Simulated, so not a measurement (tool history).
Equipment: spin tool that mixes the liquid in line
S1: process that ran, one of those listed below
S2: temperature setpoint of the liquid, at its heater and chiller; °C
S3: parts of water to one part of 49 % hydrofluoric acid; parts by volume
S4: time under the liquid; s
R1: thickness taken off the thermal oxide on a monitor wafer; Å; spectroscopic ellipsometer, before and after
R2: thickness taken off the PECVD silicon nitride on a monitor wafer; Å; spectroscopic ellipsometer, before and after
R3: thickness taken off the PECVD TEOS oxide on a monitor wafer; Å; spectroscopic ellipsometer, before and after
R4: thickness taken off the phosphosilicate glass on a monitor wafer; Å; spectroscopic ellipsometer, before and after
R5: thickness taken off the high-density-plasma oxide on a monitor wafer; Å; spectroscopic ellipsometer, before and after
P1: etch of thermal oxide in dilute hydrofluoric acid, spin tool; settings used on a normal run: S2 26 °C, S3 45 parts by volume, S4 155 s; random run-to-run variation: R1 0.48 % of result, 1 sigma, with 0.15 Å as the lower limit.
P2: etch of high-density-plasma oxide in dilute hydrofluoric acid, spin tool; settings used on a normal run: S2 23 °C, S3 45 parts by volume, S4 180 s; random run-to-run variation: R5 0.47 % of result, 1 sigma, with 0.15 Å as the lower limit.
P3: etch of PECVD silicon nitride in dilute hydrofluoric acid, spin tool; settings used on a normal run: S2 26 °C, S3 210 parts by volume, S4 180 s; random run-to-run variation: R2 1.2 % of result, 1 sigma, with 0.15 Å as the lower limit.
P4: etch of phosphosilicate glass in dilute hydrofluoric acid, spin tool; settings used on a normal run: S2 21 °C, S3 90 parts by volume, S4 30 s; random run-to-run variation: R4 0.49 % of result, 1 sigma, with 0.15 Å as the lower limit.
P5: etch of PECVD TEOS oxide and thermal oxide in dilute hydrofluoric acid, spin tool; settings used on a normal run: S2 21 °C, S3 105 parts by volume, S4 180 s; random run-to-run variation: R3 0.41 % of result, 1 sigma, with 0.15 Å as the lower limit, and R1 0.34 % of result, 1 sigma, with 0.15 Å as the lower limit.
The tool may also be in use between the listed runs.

run	hour	S1	S2	S3	S4	R1	R2	R3	R4	R5
1	9.8	P1	26	45	155	208.69				
2	26.7	P3	26	210	180		19.66			
3	39.5	P5	21	25	180	343.01		633.33		
# hour 48.5: thermometer replaced
4	53.7	P4	21	90	30				597.72	
5	70.8	P1	20.5	45	155	166.85				
6	88.7	P1	26	45	155	208.33				
7	103.1	P2	23	45	180					306.32
8	120.3	P5	21	105	180	74.018		135.99		
9	138.3	P1	26	65	285	260.59				
10	146.8	P5	21	105	350	144.48		263.28		
11	163.2	P1	26	45	155	211.83				
12	174.9	P1	26	20	155	491.29				
13	184.1	P3	33.5	210	180		30.9			
14	197.9	P1	26	45	155	208.28				
15	212.4	P4	17	90	30				504.13	
16	226.7	P4	21	90	65				1291.3	
17	240.5	P5	21	105	180	74.239		136.81		
18	252.1	P4	21	160	30				313.43	
19	260.3	P1	26	70	155	130.59				
# hour 263.6: hydrofluoric acid flow meter replaced
20	275.8	P1	26	45	80	109.37				
21	286.2	P1	34	45	155	287.06				
22	299.2	P2	17.5	45	180					241.93
23	312.9	P3	26	210	315		34.603			
24	329.7	P1	26	45	300	409.46				
25	339	P3	26	360	180		11.902			
26	353.8	P4	21	90	30				595.38	
27	370.5	P1	26	45	155	211.98				
28	381.3	P2	23	60	180					226.44
29	390.3	P2	23	45	90					153.87
30	400.5	P5	29	105	180	100.61		185.83		
31	418	P3	26	210	180		19.942			
32	426.3	P1	26	45	155	210.94				
33	444.1	P1	26	45	155	220.7				
34	452	P1	26	45	155	222.38				
35	462.6	P1	26	45	155	224.61				
36	480.4	P1	26	45	155	225.84				
37	490.3	P1	26	45	155	226.41				
38	502.3	P1	26	45	155	229.43				
39	517.6	P1	26	45	155	227.47				

What P1 gives has crept away from where it was. These 2 causes fit the log equally well, each at the size given:
A: hydrofluoric acid flow above the setpoint (%) = 7.95
B: liquid hotter than its thermometer reads (K) = 2.02
The process output started creeping at around hour 426.3.

The list below offers 4 check runs, each averaging the results of 5 wafers, and shows each result as a question mark. For which of them would the listed causes give clearly different results?
check 1	532.9	P2	23	45	180					?
check 2	532.9	P4	21	90	30				?	
check 3	532.9	P5	21	105	180	?		?		
check 4	532.9	P3	26	210	180		?			

Expected result of each check under each candidate cause:
check	result	if A	if B
check 1	R5	334.04	334.96
check 2	R4	650.58	649.14
check 3	R1	80.758	80.429
check 3	R3	148.36	147.75
check 4	R2	21.594	22.638
Per check, the gap between the least separated pair of causes, taken in the result that splits them most: check 1 0.27 %; check 2 0.22 %; check 3 0.41 %; check 4 4.72 %
Check 4 distinguishes between the causes, while the remaining checks would return nearly the same result for all of them.

Check 4 was then run and gave: R2 22.601 Å. Which cause is it?

The cause is B: liquid hotter than its thermometer reads (K).
